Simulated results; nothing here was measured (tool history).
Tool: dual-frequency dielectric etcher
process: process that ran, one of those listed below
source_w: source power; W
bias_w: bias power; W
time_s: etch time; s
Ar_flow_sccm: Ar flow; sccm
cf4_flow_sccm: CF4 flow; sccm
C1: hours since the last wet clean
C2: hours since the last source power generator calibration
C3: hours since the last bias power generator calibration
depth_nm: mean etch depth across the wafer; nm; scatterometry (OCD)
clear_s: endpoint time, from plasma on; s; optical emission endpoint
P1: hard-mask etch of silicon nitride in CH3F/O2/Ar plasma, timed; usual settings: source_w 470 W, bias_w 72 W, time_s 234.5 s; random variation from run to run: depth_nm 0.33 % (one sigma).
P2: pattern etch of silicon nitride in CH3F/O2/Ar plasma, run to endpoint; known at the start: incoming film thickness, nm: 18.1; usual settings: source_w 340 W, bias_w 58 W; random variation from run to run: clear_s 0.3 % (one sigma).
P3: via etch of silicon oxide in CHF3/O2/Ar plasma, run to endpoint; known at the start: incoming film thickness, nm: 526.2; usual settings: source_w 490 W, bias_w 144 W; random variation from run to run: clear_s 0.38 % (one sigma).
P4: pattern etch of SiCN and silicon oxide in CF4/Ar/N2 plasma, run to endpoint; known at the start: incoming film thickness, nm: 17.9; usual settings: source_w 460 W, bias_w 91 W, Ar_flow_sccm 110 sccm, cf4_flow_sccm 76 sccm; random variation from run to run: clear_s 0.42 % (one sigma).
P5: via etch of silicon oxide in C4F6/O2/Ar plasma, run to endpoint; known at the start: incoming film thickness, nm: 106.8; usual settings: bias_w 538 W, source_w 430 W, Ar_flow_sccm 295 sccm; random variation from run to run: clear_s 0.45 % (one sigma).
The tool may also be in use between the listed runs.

Run 1, hour 16.6: process P1, source_w 470 W, bias_w 72 W, time_s 234.5 s; C1 299.4; C2 2526.8; C3 761.5. Result: depth_nm 174.18 nm.
Run 2, hour 31.3: process P3, source_w 490 W, bias_w 184 W; C1 314.1; C2 2541.5; C3 776.2. Result: clear_s 296.550 s.
Run 3, hour 47.1: process P1, source_w 470 W, bias_w 72 W, time_s 234.5 s; C1 329.9; C2 2557.3; C3 792.0. Result: depth_nm 173.57 nm.
Run 4, hour 64.0: process P4, source_w 460 W, bias_w 55 W, Ar_flow_sccm 110 sccm, cf4_flow_sccm 76 sccm; C1 346.8; C2 2574.2; C3 808.9. Result: clear_s 21.738 s.
Run 5, hour 73.1: process P5, source_w 600 W, bias_w 538 W, Ar_flow_sccm 295 sccm; C1 355.9; C2 2583.3; C3 818.0. Result: clear_s 19.228 s.
Run 6, hour 90.6: process P1, source_w 470 W, bias_w 72 W, time_s 234.5 s; C1 373.4; C2 2600.8; C3 835.5. Result: depth_nm 173.04 nm.
Run 7, hour 101.0: process P1, source_w 470 W, bias_w 72 W, time_s 234.5 s; C1 383.8; C2 2611.2; C3 845.9. Result: depth_nm 174.46 nm.
Run 8, hour 118.3: process P2, source_w 340 W, bias_w 58 W; C1 401.1; C2 2628.5; C3 863.2. Result: clear_s 29.268 s.
Run 9, hour 128.5: process P1, source_w 360 W, bias_w 72 W, time_s 311.0 s; C1 411.3; C2 2638.7; C3 873.4. Result: depth_nm 208.43 nm.
Run 10, hour 138.0: process P1, source_w 610 W, bias_w 72 W, time_s 295.5 s; C1 420.8; C2 2648.2; C3 882.9. Result: depth_nm 241.99 nm.
Run 11, hour 153.1: process P1, source_w 300 W, bias_w 72 W, time_s 234.5 s; C1 435.9; C2 2663.3; C3 898.0. Result: depth_nm 146.45 nm.
Run 12, hour 165.4: process P5, source_w 430 W, bias_w 681 W, Ar_flow_sccm 295 sccm; C1 448.2; C2 2675.6; C3 910.3. Result: clear_s 19.796 s.
Run 13, hour 180.1: process P1, source_w 560 W, bias_w 72 W, time_s 234.5 s; C1 462.9; C2 2690.3; C3 925.0. Result: depth_nm 186.57 nm.
Run 14, hour 188.9: process P4, source_w 460 W, bias_w 91 W, Ar_flow_sccm 110 sccm, cf4_flow_sccm 95 sccm; C1 471.7; C2 2699.1; C3 933.8. Result: clear_s 17.890 s.
Run 15, hour 203.9: process P1, source_w 470 W, bias_w 86 W, time_s 234.5 s; C1 486.7; C2 2714.1; C3 948.8. Result: depth_nm 185.49 nm.
Run 16, hour 221.2: process P1, source_w 470 W, bias_w 72 W, time_s 168.5 s; C1 504.0; C2 2731.4; C3 966.1. Result: depth_nm 125.24 nm.
Run 17, hour 235.4: process P5, source_w 430 W, bias_w 538 W, Ar_flow_sccm 295 sccm; C1 518.2; C2 2745.6; C3 980.3. Result: clear_s 21.866 s.
Run 18, hour 247.9: process P2, source_w 340 W, bias_w 81 W; C1 530.7; C2 2758.1; C3 992.8. Result: clear_s 26.128 s.
Run 19, hour 261.4: process P1, source_w 470 W, bias_w 72 W, time_s 234.5 s; C1 544.2; C2 2771.6; C3 1006.3. Result: depth_nm 174.80 nm.
Run 20, hour 277.0: process P4, source_w 460 W, bias_w 91 W, Ar_flow_sccm 71 sccm, cf4_flow_sccm 76 sccm; C1 559.8; C2 2787.2; C3 1021.9. Result: clear_s 17.448 s.
Run 21, hour 295.3: process P3, source_w 490 W, bias_w 144 W; C1 578.1; C2 2805.5; C3 1040.2. Result: clear_s 321.390 s.
Run 22, hour 306.4: process P4, source_w 460 W, bias_w 91 W, Ar_flow_sccm 110 sccm, cf4_flow_sccm 76 sccm; C1 589.2; C2 2816.6; C3 1051.3. Result: clear_s 18.391 s.
Run 23, hour 322.4: process P5, source_w 430 W, bias_w 538 W, Ar_flow_sccm 295 sccm; C1 605.2; C2 2832.6; C3 1067.3. Result: clear_s 21.828 s.
Run 24, hour 332.2: process P1, source_w 470 W, bias_w 72 W, time_s 234.5 s; C1 615.0; C2 2842.4; C3 1077.1. Result: depth_nm 174.91 nm.
Run 25, hour 342.1: process P1, source_w 470 W, bias_w 72 W, time_s 325.0 s; C1 624.9; C2 2852.3; C3 1087.0. Result: depth_nm 240.44 nm.
Run 26, hour 359.3: process P1, source_w 470 W, bias_w 47 W, time_s 159.5 s; C1 642.1; C2 2869.5; C3 1104.2. Result: depth_nm 103.41 nm.
At hour 359.5: wet clean of the chamber.
Run 27, hour 368.6: process P2, source_w 460 W, bias_w 58 W; C1 9.2; C2 2878.8; C3 1113.5. Result: clear_s 26.158 s.
Run 28, hour 379.1: process P5, source_w 430 W, bias_w 538 W, Ar_flow_sccm 353 sccm; C1 19.7; C2 2889.3; C3 1124.0. Result: clear_s 22.297 s.
Run 29, hour 394.5: process P3, source_w 600 W, bias_w 144 W; C1 35.1; C2 2904.7; C3 1139.4. Result: clear_s 297.080 s.
Run 30, hour 412.6: process P1, source_w 470 W, bias_w 48 W, time_s 234.5 s; C1 53.2; C2 2922.8; C3 1157.5. Result: depth_nm 152.33 nm.
Run 31, hour 427.5: process P4, source_w 270 W, bias_w 91 W, Ar_flow_sccm 110 sccm, cf4_flow_sccm 76 sccm; C1 68.1; C2 2937.7; C3 1172.4. Result: clear_s 29.234 s.
Run 32, hour 445.7: process P1, source_w 470 W, bias_w 72 W, time_s 234.5 s; C1 86.3; C2 2955.9; C3 1190.6. Result: depth_nm 174.89 nm.
Run 33, hour 463.6: process P1, source_w 470 W, bias_w 72 W, time_s 234.5 s; C1 104.2; C2 2973.8; C3 1208.5. Result: depth_nm 171.95 nm.
Run 34, hour 472.5: process P1, source_w 470 W, bias_w 72 W, time_s 234.5 s; C1 113.1; C2 2982.7; C3 1217.4. Result: depth_nm 172.46 nm.
Run 35, hour 489.1: process P1, source_w 470 W, bias_w 72 W, time_s 234.5 s; C1 129.7; C2 2999.3; C3 1234.0. Result: depth_nm 171.36 nm.
At hour 496.1: wet clean of the chamber.
Run 36, hour 501.2: process P1, source_w 470 W, bias_w 72 W, time_s 234.5 s; C1 5.1; C2 3011.4; C3 1246.1. Result: depth_nm 171.96 nm.
Run 37, hour 509.8: process P1, source_w 470 W, bias_w 72 W, time_s 234.5 s; C1 13.7; C2 3020.0; C3 1254.7. Result: depth_nm 172.23 nm.
Run 38, hour 527.8: process P1, source_w 470 W, bias_w 72 W, time_s 234.5 s; C1 31.7; C2 3038.0; C3 1272.7. Result: depth_nm 172.16 nm.

What P1 gives has crept away from where it was. These 2 causes fit the log equally well, each at the size given:
A: source power that arrives under what is set, % = 4.28
B: bias power that arrives under what is set, % = 4.81
The creep began at about hour 445.7.
Why every other cause is out:
chamber walls in a state that lowers the etch rate, %: serviced at hour 496.1, which brought nothing back

4 check runs are offered, each on 2 wafers whose results are averaged, their results left as question marks. Which one tells the causes apart?
Run check 1, hour 545.8: process P2, source_w 340 W, bias_w 58 W. Result: clear_s ?.
Run check 2, hour 545.8: process P5, source_w 430 W, bias_w 538 W, Ar_flow_sccm 295 sccm. Result: clear_s ?.
Run check 3, hour 545.8: process P3, source_w 490 W, bias_w 144 W. Result: clear_s ?.
Run check 4, hour 545.8: process P4, source_w 460 W, bias_w 91 W, Ar_flow_sccm 110 sccm, cf4_flow_sccm 76 sccm. Result: clear_s ?.

What each check would give under each cause:
  check   result     if A     if B
check 1  clear_s   29.884   29.866
check 2  clear_s   22.143   22.196
check 3  clear_s  326.050  325.760
check 4  clear_s   19.063   18.667
How far apart the two closest causes lie, in the result that separates them most: check 1 0.06 %; check 2 0.24 %; check 3 0.09 %; check 4 2.1 %
Only check 4 tells the causes apart: in the others they would give nearly the same result.

Then check 4 was run and gave: clear_s 19.043 s. Which cause is it?

It is A: source power that arrives under what is set, %.

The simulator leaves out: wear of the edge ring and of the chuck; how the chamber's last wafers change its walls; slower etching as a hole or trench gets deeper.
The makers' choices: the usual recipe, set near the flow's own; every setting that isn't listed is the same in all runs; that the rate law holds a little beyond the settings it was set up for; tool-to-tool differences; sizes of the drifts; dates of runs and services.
